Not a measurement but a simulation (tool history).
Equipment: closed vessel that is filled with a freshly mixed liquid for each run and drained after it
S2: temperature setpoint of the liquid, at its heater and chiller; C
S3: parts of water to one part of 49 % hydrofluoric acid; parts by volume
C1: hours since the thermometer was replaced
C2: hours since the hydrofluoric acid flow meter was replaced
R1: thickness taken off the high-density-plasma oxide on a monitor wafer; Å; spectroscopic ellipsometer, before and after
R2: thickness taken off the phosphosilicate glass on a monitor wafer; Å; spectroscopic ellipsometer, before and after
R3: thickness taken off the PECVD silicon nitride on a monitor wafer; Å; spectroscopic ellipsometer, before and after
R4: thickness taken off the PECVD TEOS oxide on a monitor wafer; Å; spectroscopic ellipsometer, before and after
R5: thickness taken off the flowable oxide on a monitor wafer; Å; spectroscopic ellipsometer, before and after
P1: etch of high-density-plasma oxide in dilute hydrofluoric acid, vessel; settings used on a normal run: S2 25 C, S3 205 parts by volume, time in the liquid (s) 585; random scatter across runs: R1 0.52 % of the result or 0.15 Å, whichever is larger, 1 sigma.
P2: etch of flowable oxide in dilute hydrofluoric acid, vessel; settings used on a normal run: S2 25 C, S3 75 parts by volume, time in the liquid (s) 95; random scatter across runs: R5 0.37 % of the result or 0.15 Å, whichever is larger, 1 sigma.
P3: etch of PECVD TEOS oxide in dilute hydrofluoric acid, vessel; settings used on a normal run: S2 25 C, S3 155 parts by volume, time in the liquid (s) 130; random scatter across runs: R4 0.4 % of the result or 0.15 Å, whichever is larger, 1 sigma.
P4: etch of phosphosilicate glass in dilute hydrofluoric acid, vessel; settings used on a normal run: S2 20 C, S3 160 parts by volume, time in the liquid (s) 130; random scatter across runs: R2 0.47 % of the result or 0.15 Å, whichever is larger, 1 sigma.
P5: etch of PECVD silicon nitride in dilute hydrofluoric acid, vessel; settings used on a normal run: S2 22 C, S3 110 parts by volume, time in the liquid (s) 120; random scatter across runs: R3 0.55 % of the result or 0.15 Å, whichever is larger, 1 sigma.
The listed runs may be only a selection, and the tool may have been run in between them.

Run 1, hour 3.2: process that ran P1, S2 25 C, S3 205 parts by volume, time in the liquid (s) 585; C1 689.7; C2 600.2. Result: R1 168.410 Å.
Run 2, hour 8.1: process that ran P4, S2 20 C, S3 160 parts by volume, time in the liquid (s) 245; C1 694.6; C2 605.1. Result: R2 1126.60 Å.
Run 3, hour 11.3: process that ran P1, S2 25 C, S3 365 parts by volume, time in the liquid (s) 90; C1 697.8; C2 608.3. Result: R1 12.537 Å.
Run 4, hour 15.7: process that ran P5, S2 22 C, S3 110 parts by volume, time in the liquid (s) 190; C1 702.2; C2 612.7. Result: R3 75.883 Å.
Run 5, hour 19.2: process that ran P4, S2 26 C, S3 160 parts by volume, time in the liquid (s) 130; C1 705.7; C2 616.2. Result: R2 750.96 Å.
Run 6, hour 23.5: process that ran P1, S2 25 C, S3 45 parts by volume, time in the liquid (s) 585; C1 710.0; C2 620.5. Result: R1 928.110 Å.
Run 7, hour 29.2: process that ran P3, S2 25 C, S3 155 parts by volume, time in the liquid (s) 130; C1 715.7; C2 626.2. Result: R4 164.330 Å.
Run 8, hour 35.5: process that ran P3, S2 19 C, S3 155 parts by volume, time in the liquid (s) 130; C1 722.0; C2 632.5. Result: R4 130.970 Å.
Run 9, hour 39.2: process that ran P1, S2 25 C, S3 205 parts by volume, time in the liquid (s) 585; C1 725.7; C2 636.2. Result: R1 168.630 Å.
Run 10, hour 44.2: process that ran P1, S2 31 C, S3 205 parts by volume, time in the liquid (s) 585; C1 730.7; C2 641.2. Result: R1 208.280 Å.
Run 11, hour 48.4: process that ran P1, S2 25 C, S3 205 parts by volume, time in the liquid (s) 585; C1 734.9; C2 645.4. Result: R1 167.770 Å.
Run 12, hour 52.2: process that ran P3, S2 25 C, S3 155 parts by volume, time in the liquid (s) 40; C1 738.7; C2 649.2. Result: R4 50.774 Å.
Run 13, hour 57.2: process that ran P1, S2 25 C, S3 205 parts by volume, time in the liquid (s) 585; C1 743.7; C2 654.2. Result: R1 168.160 Å.
Run 14, hour 63.2: process that ran P2, S2 25 C, S3 75 parts by volume, time in the liquid (s) 45; C1 749.7; C2 660.2. Result: R5 158.23 Å.
Run 15, hour 66.8: process that ran P2, S2 25 C, S3 140 parts by volume, time in the liquid (s) 95; C1 753.3; C2 663.8. Result: R5 165.40 Å.
Run 16, hour 72.5: process that ran P4, S2 20 C, S3 160 parts by volume, time in the liquid (s) 130; C1 759.0; C2 669.5. Result: R2 594.71 Å.
Run 17, hour 78.5: process that ran P1, S2 25 C, S3 205 parts by volume, time in the liquid (s) 585; C1 765.0; C2 675.5. Result: R1 167.940 Å.
Run 18, hour 85.7: process that ran P5, S2 22 C, S3 185 parts by volume, time in the liquid (s) 120; C1 772.2; C2 682.7. Result: R3 28.540 Å.
Run 19, hour 91.9: process that ran P2, S2 25 C, S3 75 parts by volume, time in the liquid (s) 95; C1 778.4; C2 688.9. Result: R5 332.47 Å.
Run 20, hour 95.7: process that ran P2, S2 33 C, S3 75 parts by volume, time in the liquid (s) 95; C1 782.2; C2 692.7. Result: R5 451.02 Å.
Run 21, hour 100.2: process that ran P1, S2 25 C, S3 75 parts by volume, time in the liquid (s) 910; C1 786.7; C2 697.2. Result: R1 834.710 Å.
Run 22, hour 105.7: process that ran P1, S2 25 C, S3 205 parts by volume, time in the liquid (s) 585; C1 792.2; C2 702.7. Result: R1 166.620 Å.
Run 23, hour 109.7: process that ran P1, S2 17 C, S3 65 parts by volume, time in the liquid (s) 585; C1 796.2; C2 706.7. Result: R1 454.480 Å.
Run 24, hour 114.5: process that ran P1, S2 21 C, S3 205 parts by volume, time in the liquid (s) 585; C1 801.0; C2 711.5. Result: R1 145.120 Å.
Run 25, hour 120.6: process that ran P4, S2 20 C, S3 265 parts by volume, time in the liquid (s) 130; C1 807.1; C2 717.6. Result: R2 325.31 Å.
Run 26, hour 126.7: process that ran P5, S2 22 C, S3 110 parts by volume, time in the liquid (s) 120; C1 813.2; C2 723.7. Result: R3 47.766 Å.
Run 27, hour 132.2: process that ran P2, S2 25 C, S3 75 parts by volume, time in the liquid (s) 95; C1 818.7; C2 729.2. Result: R5 333.24 Å.
Run 28, hour 138.9: process that ran P4, S2 20 C, S3 160 parts by volume, time in the liquid (s) 130; C1 825.4; C2 735.9. Result: R2 595.04 Å.
Run 29, hour 145.1: process that ran P5, S2 30 C, S3 110 parts by volume, time in the liquid (s) 120; C1 831.6; C2 742.1. Result: R3 80.478 Å.
Run 30, hour 150.3: process that ran P5, S2 22 C, S3 110 parts by volume, time in the liquid (s) 120; C1 836.8; C2 747.3. Result: R3 47.832 Å.
Run 31, hour 154.3: process that ran P1, S2 25 C, S3 285 parts by volume, time in the liquid (s) 585; C1 840.8; C2 751.3. Result: R1 111.950 Å.
Run 32, hour 161.6: process that ran P3, S2 25 C, S3 155 parts by volume, time in the liquid (s) 130; C1 848.1; C2 758.6. Result: R4 165.300 Å.
Run 33, hour 165.3: process that ran P1, S2 25 C, S3 205 parts by volume, time in the liquid (s) 110; C1 851.8; C2 762.3. Result: R1 31.581 Å.
Run 34, hour 172.3: process that ran P1, S2 25 C, S3 205 parts by volume, time in the liquid (s) 1060; C1 858.8; C2 769.3. Result: R1 304.750 Å.
Run 35, hour 176.2: process that ran P3, S2 25 C, S3 275 parts by volume, time in the liquid (s) 130; C1 862.7; C2 773.2. Result: R4 81.914 Å.
Run 36, hour 180.7: process that ran P1, S2 25 C, S3 205 parts by volume, time in the liquid (s) 585; C1 867.2; C2 777.7. Result: R1 166.520 Å.
Run 37, hour 184.6: process that ran P1, S2 25 C, S3 205 parts by volume, time in the liquid (s) 585; C1 871.1; C2 781.6. Result: R1 168.990 Å.
Run 38, hour 191.6: process that ran P1, S2 25 C, S3 205 parts by volume, time in the liquid (s) 585; C1 878.1; C2 788.6. Result: R1 172.780 Å.
Run 39, hour 198.6: process that ran P1, S2 25 C, S3 205 parts by volume, time in the liquid (s) 585; C1 885.1; C2 795.6. Result: R1 174.630 Å.
Run 40, hour 201.9: process that ran P1, S2 25 C, S3 205 parts by volume, time in the liquid (s) 585; C1 888.4; C2 798.9. Result: R1 175.720 Å.
Run 41, hour 206.0: process that ran P1, S2 25 C, S3 205 parts by volume, time in the liquid (s) 585; C1 892.5; C2 803.0. Result: R1 176.760 Å.
Run 42, hour 210.1: process that ran P1, S2 25 C, S3 205 parts by volume, time in the liquid (s) 585; C1 896.6; C2 807.1. Result: R1 175.810 Å.
Run 43, hour 213.3: process that ran P1, S2 25 C, S3 205 parts by volume, time in the liquid (s) 585; C1 899.8; C2 810.3. Result: R1 175.550 Å.
Run 44, hour 217.9: process that ran P1, S2 25 C, S3 205 parts by volume, time in the liquid (s) 585; C1 904.4; C2 814.9. Result: R1 176.140 Å.
Run 45, hour 221.5: process that ran P1, S2 25 C, S3 205 parts by volume, time in the liquid (s) 585; C1 908.0; C2 818.5. Result: R1 177.090 Å.
Run 46, hour 225.1: process that ran P1, S2 25 C, S3 205 parts by volume, time in the liquid (s) 585; C1 911.6; C2 822.1. Result: R1 177.370 Å.
Run 47, hour 232.4: process that ran P1, S2 25 C, S3 205 parts by volume, time in the liquid (s) 585; C1 918.9; C2 829.4. Result: R1 176.710 Å.

P1 has crept away from where it was. The log is fitted equally well by each of these 2 causes, at the sizes shown:
A: liquid hotter than its thermometer reads (K) = 1.41
B: hydrofluoric acid flow above the setpoint (%) = 4.26
Creep in the process output first set in at about hour 180.7.

4 check runs are offered, one wafer each, their results left as question marks. Which one tells the causes apart?
Run check 1, hour 239.7: process that ran P4, S2 20 C, S3 245 parts by volume, time in the liquid (s) 130. Result: R2 ?.
Run check 2, hour 239.7: process that ran P3, S2 20 C, S3 155 parts by volume, time in the liquid (s) 130. Result: R4 ?.
Run check 3, hour 239.7: process that ran P5, S2 22 C, S3 180 parts by volume, time in the liquid (s) 175. Result: R3 ?.
Run check 4, hour 239.7: process that ran P2, S2 25 C, S3 130 parts by volume, time in the liquid (s) 95. Result: R5 ?.

If the cause were each of the candidates in turn, the checks would give the following:
  check  result     if A     if B
check 1      R2   378.05   377.49
check 2      R4  144.070  143.030
check 3      R3   46.913   44.624
check 4      R5   189.11   188.04
Separation of the two closest causes in each check, using whichever result separates them best: check 1 0.15 %; check 2 0.73 %; check 3 5 %; check 4 0.56 %
Check 3 tells the causes apart: in the others they would give nearly the same result.

The results of check 3 are: R3 47.393 Å. Based on these, which of the listed causes is it?

The correct cause is A, namely: liquid hotter than its thermometer reads (K).

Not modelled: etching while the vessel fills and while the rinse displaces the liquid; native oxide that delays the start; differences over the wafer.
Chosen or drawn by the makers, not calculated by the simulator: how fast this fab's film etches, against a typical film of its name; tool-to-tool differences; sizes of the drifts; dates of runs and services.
